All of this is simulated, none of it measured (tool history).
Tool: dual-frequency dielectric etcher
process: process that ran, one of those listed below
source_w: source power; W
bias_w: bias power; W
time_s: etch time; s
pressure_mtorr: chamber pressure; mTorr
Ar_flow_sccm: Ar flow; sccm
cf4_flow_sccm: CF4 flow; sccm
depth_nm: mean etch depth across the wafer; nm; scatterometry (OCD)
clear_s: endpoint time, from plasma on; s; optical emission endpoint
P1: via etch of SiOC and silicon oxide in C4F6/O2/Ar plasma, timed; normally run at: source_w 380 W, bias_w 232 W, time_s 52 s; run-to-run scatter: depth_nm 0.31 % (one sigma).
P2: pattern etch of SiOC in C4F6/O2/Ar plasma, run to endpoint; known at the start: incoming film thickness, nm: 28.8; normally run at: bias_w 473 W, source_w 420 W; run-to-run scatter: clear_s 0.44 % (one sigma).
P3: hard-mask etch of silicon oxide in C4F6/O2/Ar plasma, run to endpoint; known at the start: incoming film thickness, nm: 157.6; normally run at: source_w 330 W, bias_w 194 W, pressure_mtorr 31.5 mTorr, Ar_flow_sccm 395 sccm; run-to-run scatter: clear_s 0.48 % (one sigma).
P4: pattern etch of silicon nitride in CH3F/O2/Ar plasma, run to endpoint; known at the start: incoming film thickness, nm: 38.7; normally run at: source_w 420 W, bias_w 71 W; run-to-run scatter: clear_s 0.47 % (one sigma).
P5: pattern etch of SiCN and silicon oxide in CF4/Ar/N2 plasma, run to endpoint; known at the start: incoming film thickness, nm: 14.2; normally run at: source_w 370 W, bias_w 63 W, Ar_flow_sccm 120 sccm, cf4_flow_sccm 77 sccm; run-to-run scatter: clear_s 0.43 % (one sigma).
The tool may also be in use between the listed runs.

run	hour	process	source_w	bias_w	time_s	pressure_mtorr	Ar_flow_sccm	cf4_flow_sccm	depth_nm	clear_s
1	5.3	P1	380	232	52				62.513	
2	11.4	P3	330	136		31.5	395			60.524
3	20.4	P1	380	232	52				62.353	
4	26.8	P5	520	63			120	77		15.082
5	34.3	P1	510	232	39.5				52.801	
6	40.3	P1	380	232	36.5				43.582	
7	48.2	P4	420	71						53.837
8	56.6	P1	380	232	52				62.418	
9	62.1	P4	420	71						53.94
10	68.8	P4	420	55						59.058
11	78.4	P3	330	194		31.5	259			51.889
12	83.6	P5	370	63			152	77		21.398
13	90.1	P5	370	63			120	103		19.618
14	98.5	P5	370	63			120	77		20.463
15	108.7	P1	380	232	52				62.245	
16	118.7	P3	210	194		31.5	395			63.896
17	125.5	P3	330	194		31.5	395			54.03
18	132.6	P3	330	194		31.5	395			54.071
# hour 139: wet clean of the chamber
19	141.9	P1	240	232	52				52.436	
20	147	P1	380	232	52				62.279	
21	153.6	P1	380	322	52				69.615	
22	161.9	P1	230	232	71				70.008	
23	168.7	P2	420	473						9.6392
24	178.1	P1	380	232	74				88.024	
25	185.3	P4	580	71						47.894
26	194.9	P1	380	172	52				56.52	
27	203.2	P1	380	282	31				39.825	
28	212.3	P2	420	308						11.279
29	222.2	P5	370	42			120	77		23.421
30	229.8	P1	520	232	52				70.132	
31	236.7	P2	530	473						8.9308
32	244.8	P3	330	194		41	395			56.056
33	253.1	P1	380	232	52				62.299	
34	261.8	P1	380	232	52				61.615	
35	271.1	P1	380	232	52				61.918	
36	277.1	P1	380	232	52				61.564	
# hour 286.4: wet clean of the chamber
37	287.1	P1	380	232	52				61.447	
38	294.4	P1	380	232	52				61.235	
39	302.6	P1	380	232	52				61.453	
40	309.6	P1	380	232	52				61.411	
41	318.6	P1	380	232	52				61.376	
42	326.1	P1	380	232	52				61.326	

What P1 gives has crept away from where it was. These 2 causes fit the log equally well, each at the size given:
A: bias power that arrives under what is set, % = 4.45
B: source power that arrives under what is set, % = 3.95
The creep began at about hour 253.1.
Why every other cause is out:
chamber walls in a state that lowers the etch rate, %: serviced at hour 286.4, which brought nothing back

4 check runs are offered, each on 2 wafers whose results are averaged, their results left as question marks. Which one tells the causes apart?
check 1	333.6	P4	570	57						?
check 2	333.6	P3	230	145		31.5	395			?
check 3	333.6	P5	500	43			120	77		?
check 4	333.6	P2	530	473						?

What each check would give under each cause:
check	result	if A	if B
check 1	clear_s	52.449	52.527
check 2	clear_s	69.19	69.292
check 3	clear_s	17.951	18.36
check 4	clear_s	9.02	9.0057
How far apart the two closest causes lie, in the result that separates them most: check 1 0.15 %; check 2 0.15 %; check 3 2.26 %; check 4 0.16 %
Only check 3 tells the causes apart: in the others they would give nearly the same result.

Check 3 was then run and gave: clear_s 17.884 s. Which cause is it?

It is A: bias power that arrives under what is set, %.

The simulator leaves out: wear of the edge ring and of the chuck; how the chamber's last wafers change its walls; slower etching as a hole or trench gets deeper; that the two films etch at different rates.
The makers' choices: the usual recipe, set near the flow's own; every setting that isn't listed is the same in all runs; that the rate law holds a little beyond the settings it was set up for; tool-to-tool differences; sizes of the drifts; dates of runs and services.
